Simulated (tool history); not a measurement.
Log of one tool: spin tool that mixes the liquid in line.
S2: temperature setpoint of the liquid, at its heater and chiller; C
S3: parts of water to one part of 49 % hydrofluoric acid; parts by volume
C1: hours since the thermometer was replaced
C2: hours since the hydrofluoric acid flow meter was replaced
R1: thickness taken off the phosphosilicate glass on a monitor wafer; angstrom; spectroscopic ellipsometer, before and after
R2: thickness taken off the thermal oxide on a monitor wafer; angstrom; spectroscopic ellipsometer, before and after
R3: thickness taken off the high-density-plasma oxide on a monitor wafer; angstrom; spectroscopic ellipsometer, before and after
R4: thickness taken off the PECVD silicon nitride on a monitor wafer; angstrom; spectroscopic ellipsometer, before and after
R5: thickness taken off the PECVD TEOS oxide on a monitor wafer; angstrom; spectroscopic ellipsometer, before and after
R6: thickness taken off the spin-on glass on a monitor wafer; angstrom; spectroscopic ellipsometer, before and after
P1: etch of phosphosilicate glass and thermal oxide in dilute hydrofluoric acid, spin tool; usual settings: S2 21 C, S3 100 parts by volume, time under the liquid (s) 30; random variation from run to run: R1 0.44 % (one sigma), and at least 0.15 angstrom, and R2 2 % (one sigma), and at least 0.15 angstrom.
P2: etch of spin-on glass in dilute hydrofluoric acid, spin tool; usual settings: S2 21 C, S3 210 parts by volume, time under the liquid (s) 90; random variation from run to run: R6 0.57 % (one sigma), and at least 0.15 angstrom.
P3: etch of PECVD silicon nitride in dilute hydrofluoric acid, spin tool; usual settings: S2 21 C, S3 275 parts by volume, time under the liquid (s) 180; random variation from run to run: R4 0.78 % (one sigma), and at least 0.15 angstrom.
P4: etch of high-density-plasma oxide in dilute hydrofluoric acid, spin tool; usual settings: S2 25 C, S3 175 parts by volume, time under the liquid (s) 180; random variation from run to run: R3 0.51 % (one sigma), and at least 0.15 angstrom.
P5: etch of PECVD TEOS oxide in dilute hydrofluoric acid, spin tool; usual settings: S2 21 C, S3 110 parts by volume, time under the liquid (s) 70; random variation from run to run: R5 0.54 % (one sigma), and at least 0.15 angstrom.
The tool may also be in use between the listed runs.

Run 1, day 0.388: process that ran P1, S2 21 C, S3 100 parts by volume, time under the liquid (s) 30; C1 1103.4; C2 332.1. Result: R1 293.57 angstrom, R2 13.001 angstrom.
Run 2, day 0.796: process that ran P1, S2 21 C, S3 100 parts by volume, time under the liquid (s) 30; C1 1113.2; C2 341.9. Result: R1 292.29 angstrom, R2 12.595 angstrom.
Run 3, day 1.092: process that ran P4, S2 20 C, S3 175 parts by volume, time under the liquid (s) 180; C1 1120.3; C2 349. Result: R3 63.325 angstrom.
Run 4, day 1.329: process that ran P4, S2 25 C, S3 175 parts by volume, time under the liquid (s) 180; C1 1126; C2 354.7. Result: R3 77.258 angstrom.
Run 5, day 1.608: process that ran P3, S2 21 C, S3 55 parts by volume, time under the liquid (s) 180; C1 1132.7; C2 361.4. Result: R4 151.48 angstrom.
Run 6, day 1.858: process that ran P1, S2 21 C, S3 100 parts by volume, time under the liquid (s) 30; C1 1138.7; C2 367.4. Result: R1 291.91 angstrom, R2 12.283 angstrom.
Run 7, day 2.221: process that ran P5, S2 21 C, S3 110 parts by volume, time under the liquid (s) 70; C1 1147.4; C2 376.1. Result: R5 46.451 angstrom.
Run 8, day 2.575: process that ran P1, S2 27 C, S3 100 parts by volume, time under the liquid (s) 30; C1 1155.9; C2 384.6. Result: R1 368.48 angstrom, R2 16.518 angstrom.
Run 9, day 2.979: process that ran P1, S2 21 C, S3 100 parts by volume, time under the liquid (s) 50; C1 1165.6; C2 394.3. Result: R1 484.06 angstrom, R2 21.387 angstrom.
Run 10, day 3.35: process that ran P5, S2 26.5 C, S3 110 parts by volume, time under the liquid (s) 70; C1 1174.5; C2 403.2. Result: R5 57.221 angstrom.
Run 11, day 3.567: process that ran P4, S2 25 C, S3 175 parts by volume, time under the liquid (s) 325; C1 1179.7; C2 408.4. Result: R3 140.48 angstrom.
Run 12, day 3.767: process that ran P2, S2 21 C, S3 210 parts by volume, time under the liquid (s) 15; C1 1184.5; C2 413.2. Result: R6 14.501 angstrom.
Run 13, day 4.196: process that ran P3, S2 21 C, S3 275 parts by volume, time under the liquid (s) 180; C1 1194.8; C2 423.5. Result: R4 31.733 angstrom.
At day 4.225: thermometer replaced.
Run 14, day 4.412: process that ran P4, S2 25 C, S3 300 parts by volume, time under the liquid (s) 180; C1 4.5; C2 428.7. Result: R3 39.747 angstrom.
Run 15, day 4.729: process that ran P2, S2 21 C, S3 210 parts by volume, time under the liquid (s) 90; C1 12.1; C2 436.3. Result: R6 87.979 angstrom.
Run 16, day 5.012: process that ran P5, S2 21 C, S3 20 parts by volume, time under the liquid (s) 70; C1 18.9; C2 443.1. Result: R5 286.17 angstrom.
Run 17, day 5.388: process that ran P1, S2 21 C, S3 100 parts by volume, time under the liquid (s) 15; C1 27.9; C2 452.1. Result: R1 144.41 angstrom, R2 6.4017 angstrom.
Run 18, day 5.588: process that ran P2, S2 21 C, S3 105 parts by volume, time under the liquid (s) 90; C1 32.7; C2 456.9. Result: R6 199.19 angstrom.
Run 19, day 5.842: process that ran P1, S2 21 C, S3 100 parts by volume, time under the liquid (s) 30; C1 38.8; C2 463. Result: R1 290.74 angstrom, R2 12.595 angstrom.
Run 20, day 6.117: process that ran P1, S2 21 C, S3 100 parts by volume, time under the liquid (s) 30; C1 45.4; C2 469.6. Result: R1 291.32 angstrom, R2 13.04 angstrom.
Run 21, day 6.438: process that ran P4, S2 25 C, S3 175 parts by volume, time under the liquid (s) 180; C1 53.1; C2 477.3. Result: R3 76.706 angstrom.
Run 22, day 6.65: process that ran P3, S2 21 C, S3 275 parts by volume, time under the liquid (s) 50; C1 58.2; C2 482.4. Result: R4 8.9243 angstrom.
Run 23, day 6.871: process that ran P2, S2 17 C, S3 210 parts by volume, time under the liquid (s) 90; C1 63.5; C2 487.7. Result: R6 75.737 angstrom.
Run 24, day 7.171: process that ran P1, S2 21 C, S3 100 parts by volume, time under the liquid (s) 30; C1 70.7; C2 494.9. Result: R1 294.66 angstrom, R2 13.433 angstrom.
Run 25, day 7.446: process that ran P1, S2 21 C, S3 155 parts by volume, time under the liquid (s) 30; C1 77.3; C2 501.5. Result: R1 176.76 angstrom, R2 7.5964 angstrom.
Run 26, day 7.65: process that ran P1, S2 17 C, S3 100 parts by volume, time under the liquid (s) 30; C1 82.2; C2 506.4. Result: R1 246.42 angstrom, R2 11.562 angstrom.
Run 27, day 7.867: process that ran P1, S2 17 C, S3 100 parts by volume, time under the liquid (s) 55; C1 87.4; C2 511.6. Result: R1 451.9 angstrom, R2 20.331 angstrom.
Run 28, day 8.092: process that ran P3, S2 17 C, S3 275 parts by volume, time under the liquid (s) 180; C1 92.8; C2 517. Result: R4 24.707 angstrom.
Run 29, day 8.458: process that ran P5, S2 21 C, S3 110 parts by volume, time under the liquid (s) 125; C1 101.6; C2 525.8. Result: R5 83.66 angstrom.
Run 30, day 8.688: process that ran P1, S2 21 C, S3 55 parts by volume, time under the liquid (s) 30; C1 107.1; C2 531.3. Result: R1 560.92 angstrom, R2 23.971 angstrom.
Run 31, day 9.038: process that ran P1, S2 21 C, S3 100 parts by volume, time under the liquid (s) 30; C1 115.5; C2 539.7. Result: R1 293.25 angstrom, R2 12.839 angstrom.
Run 32, day 9.342: process that ran P1, S2 21 C, S3 100 parts by volume, time under the liquid (s) 30; C1 122.8; C2 547. Result: R1 300.68 angstrom, R2 13.305 angstrom.
Run 33, day 9.671: process that ran P1, S2 21 C, S3 100 parts by volume, time under the liquid (s) 30; C1 130.7; C2 554.9. Result: R1 301.23 angstrom, R2 13.478 angstrom.

The next listed run, before its measurement:
Run 34, day 9.95: process that ran P1, S2 21 C, S3 100 parts by volume, time under the liquid (s) 30; C1 137.4; C2 561.6. Result: R1 ?, R2 ?.

R1: 307.41 angstrom
R2: 13.537 angstrom

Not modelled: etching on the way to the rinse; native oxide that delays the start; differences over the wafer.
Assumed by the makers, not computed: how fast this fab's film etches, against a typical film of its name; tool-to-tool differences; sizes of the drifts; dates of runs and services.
